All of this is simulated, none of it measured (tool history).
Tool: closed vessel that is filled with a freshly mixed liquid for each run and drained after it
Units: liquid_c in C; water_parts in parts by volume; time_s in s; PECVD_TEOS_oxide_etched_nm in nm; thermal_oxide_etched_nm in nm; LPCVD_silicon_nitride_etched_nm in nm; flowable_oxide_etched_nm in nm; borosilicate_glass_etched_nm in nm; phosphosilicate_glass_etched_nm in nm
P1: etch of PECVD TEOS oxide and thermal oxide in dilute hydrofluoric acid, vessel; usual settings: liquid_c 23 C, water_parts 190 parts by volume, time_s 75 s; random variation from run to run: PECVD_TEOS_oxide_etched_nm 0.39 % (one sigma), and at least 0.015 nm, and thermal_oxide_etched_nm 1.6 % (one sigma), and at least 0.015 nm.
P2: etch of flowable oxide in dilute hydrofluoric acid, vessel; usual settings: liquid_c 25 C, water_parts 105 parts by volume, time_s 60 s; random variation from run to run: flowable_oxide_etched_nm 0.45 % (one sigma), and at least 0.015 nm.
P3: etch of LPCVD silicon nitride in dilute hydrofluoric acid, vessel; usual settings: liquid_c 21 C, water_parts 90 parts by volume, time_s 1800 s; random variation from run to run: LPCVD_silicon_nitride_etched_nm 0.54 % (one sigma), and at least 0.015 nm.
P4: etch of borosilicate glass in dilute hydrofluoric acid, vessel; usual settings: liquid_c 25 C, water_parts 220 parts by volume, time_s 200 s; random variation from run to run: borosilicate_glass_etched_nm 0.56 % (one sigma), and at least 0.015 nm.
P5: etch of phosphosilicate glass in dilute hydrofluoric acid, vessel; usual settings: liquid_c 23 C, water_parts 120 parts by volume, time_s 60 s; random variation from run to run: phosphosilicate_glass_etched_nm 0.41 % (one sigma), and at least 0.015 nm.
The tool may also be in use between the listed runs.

| run | hour | process | liquid_c | water_parts | time_s | hours since the thermometer was replaced | hours since the hydrofluoric acid flow meter was replaced | PECVD_TEOS_oxide_etched_nm | thermal_oxide_etched_nm | LPCVD_silicon_nitride_etched_nm | flowable_oxide_etched_nm | borosilicate_glass_etched_nm | phosphosilicate_glass_etched_nm |
|---|---|---|---|---|---|---|---|---|---|---|---|---|---|
| 1 | 12.4 | P1 | 23 | 190 | 75 | 1326 | 782.5 | 6.0772 | 1.688 |  |  |  |  |
| 2 | 23.1 | P1 | 30 | 120 | 75 | 1336.7 | 793.2 | 13.589 | 3.8797 |  |  |  |  |
| 3 | 33.3 | P3 | 21 | 90 | 95 | 1346.9 | 803.4 |  |  | 0.40903 |  |  |  |
| 4 | 42.1 | P2 | 19.5 | 105 | 60 | 1355.7 | 812.2 |  |  |  | 24.005 |  |  |
| 5 | 52.6 | P1 | 30 | 190 | 75 | 1366.2 | 822.7 | 7.7868 | 2.199 |  |  |  |  |
| 6 | 61.7 | P1 | 23 | 190 | 75 | 1375.3 | 831.8 | 6.1026 | 1.696 |  |  |  |  |
| 7 | 77.3 | P4 | 25 | 220 | 200 | 1390.9 | 847.4 |  |  |  |  | 42.526 |  |
| 8 | 84.8 | P1 | 23 | 190 | 30 | 1398.4 | 854.9 | 2.4115 | 0.66164 |  |  |  |  |
| 9 | 98.5 | P5 | 27 | 120 | 60 | 1412.1 | 868.6 |  |  |  |  |  | 53.039 |
| 10 | 113.6 | P4 | 25 | 220 | 200 | 1427.2 | 883.7 |  |  |  |  | 42.585 |  |
| 11 | 127.6 | P1 | 23 | 190 | 75 | 1441.2 | 897.7 | 6.0337 | 1.6312 |  |  |  |  |
| 12 | 142.4 | P5 | 23 | 120 | 60 | 1456 | 912.5 |  |  |  |  |  | 45.269 |
| 13 | 150.8 | P3 | 17 | 90 | 1800 | 1464.4 | 920.9 |  |  | 5.8627 |  |  |  |
| 14 | 166.5 | P1 | 23 | 325 | 75 | 1480.1 | 936.6 | 3.1202 | 0.84886 |  |  |  |  |
| 15 | 183.3 | P2 | 25 | 65 | 60 | 1496.9 | 953.4 |  |  |  | 50.509 |  |  |
| 16 | 199.5 | P2 | 25 | 105 | 95 | 1513.1 | 969.6 |  |  |  | 47.437 |  |  |
| 17 | 210.3 | P1 | 23 | 190 | 75 | 1523.9 | 980.4 | 6.0622 | 1.6759 |  |  |  |  |
| 18 | 226.2 | P5 | 23 | 120 | 30 | 1539.8 | 996.3 |  |  |  |  |  | 22.675 |
| 19 | 239.3 | P3 | 21 | 90 | 1800 | 1552.9 | 1009.4 |  |  | 7.7281 |  |  |  |
| 20 | 247.8 | P2 | 25 | 105 | 60 | 1561.4 | 1017.9 |  |  |  | 30.181 |  |  |
| 21 | 255.9 | P3 | 21 | 90 | 1800 | 1569.5 | 1026 |  |  | 7.7036 |  |  |  |
| 22 | 266.2 | P1 | 23 | 190 | 140 | 1579.8 | 1036.3 | 11.294 | 3.1055 |  |  |  |  |
|  | 278.9 | hydrofluoric acid flow meter replaced |
| 23 | 282.7 | P4 | 25 | 45 | 200 | 1596.3 | 3.8 |  |  |  |  | 254.82 |  |
| 24 | 295.2 | P1 | 19 | 190 | 75 | 1608.8 | 16.3 | 5.2377 | 1.4648 |  |  |  |  |
| 25 | 310.3 | P1 | 23 | 70 | 75 | 1623.9 | 31.4 | 18.837 | 5.1899 |  |  |  |  |
| 26 | 326 | P1 | 17 | 190 | 120 | 1639.6 | 47.1 | 7.7061 | 2.1354 |  |  |  |  |
| 27 | 342.3 | P3 | 21 | 150 | 1800 | 1655.9 | 63.4 |  |  | 4.6343 |  |  |  |
| 28 | 352.5 | P4 | 25 | 220 | 30 | 1666.1 | 73.6 |  |  |  |  | 6.4031 |  |
| 29 | 363 | P5 | 23 | 50 | 60 | 1676.6 | 84.1 |  |  |  |  |  | 118.74 |
| 30 | 375.1 | P4 | 20.5 | 220 | 200 | 1688.7 | 96.2 |  |  |  |  | 36.018 |  |
| 31 | 390.2 | P1 | 23 | 190 | 75 | 1703.8 | 111.3 | 6.0351 | 1.6718 |  |  |  |  |
| 32 | 400.5 | P1 | 23 | 190 | 75 | 1714.1 | 121.6 | 6.0103 | 1.6292 |  |  |  |  |
| 33 | 409.1 | P1 | 23 | 190 | 75 | 1722.7 | 130.2 | 5.8667 | 1.6274 |  |  |  |  |
| 34 | 421.4 | P1 | 23 | 190 | 75 | 1735 | 142.5 | 5.8085 | 1.6327 |  |  |  |  |
| 35 | 433.1 | P1 | 23 | 190 | 75 | 1746.7 | 154.2 | 5.7806 | 1.5796 |  |  |  |  |
| 36 | 443.3 | P1 | 23 | 190 | 75 | 1756.9 | 164.4 | 5.7166 | 1.5892 |  |  |  |  |
| 37 | 455.5 | P1 | 23 | 190 | 75 | 1769.1 | 176.6 | 5.6929 | 1.5472 |  |  |  |  |
| 38 | 465.8 | P1 | 23 | 190 | 75 | 1779.4 | 186.9 | 5.61 | 1.5922 |  |  |  |  |
| 39 | 481.9 | P1 | 23 | 190 | 75 | 1795.5 | 203 | 5.6886 | 1.5683 |  |  |  |  |
| 40 | 496.4 | P1 | 23 | 190 | 75 | 1810 | 217.5 | 5.6216 | 1.5459 |  |  |  |  |
| 41 | 511.8 | P1 | 23 | 190 | 75 | 1825.4 | 232.9 | 5.6356 | 1.5485 |  |  |  |  |
| 42 | 521.8 | P1 | 23 | 190 | 75 | 1835.4 | 242.9 | 5.6463 | 1.5177 |  |  |  |  |

What P1 gives has crept away from where it was. These 2 causes fit the log equally well, each at the size given:
A: hydrofluoric acid flow below the setpoint (%) = 5.76
B: liquid colder than its thermometer reads (K) = 1.89
The creep began at about hour 390.2.

4 check runs are offered, one wafer each, their results left as question marks. Which one tells the causes apart?
| check 1 | 531.8 | P4 | 25 | 220 | 200 |  |  |  |  |  |  | ? |  |
| check 2 | 531.8 | P2 | 25 | 105 | 60 |  |  |  |  |  | ? |  |  |
| check 3 | 531.8 | P5 | 23 | 120 | 60 |  |  |  |  |  |  |  | ? |
| check 4 | 531.8 | P3 | 21 | 90 | 1800 |  |  |  |  | ? |  |  |  |

What each check would give under each cause:
| check | result | if A | if B |
|---|---|---|---|
| check 1 | borosilicate_glass_etched_nm | 39.462 | 39.651 |
| check 2 | flowable_oxide_etched_nm | 27.982 | 27.78 |
| check 3 | phosphosilicate_glass_etched_nm | 42.221 | 41.909 |
| check 4 | LPCVD_silicon_nitride_etched_nm | 7.2557 | 6.7579 |
How far apart the two closest causes lie, in the result that separates them most: check 1 0.48 %; check 2 0.72 %; check 3 0.74 %; check 4 7.11 %
Check 4 tells the causes apart: in the others they would give nearly the same result.

Then check 4 was run and gave: LPCVD_silicon_nitride_etched_nm 6.7506 nm. Which cause is it?

It is B: liquid colder than its thermometer reads (K).
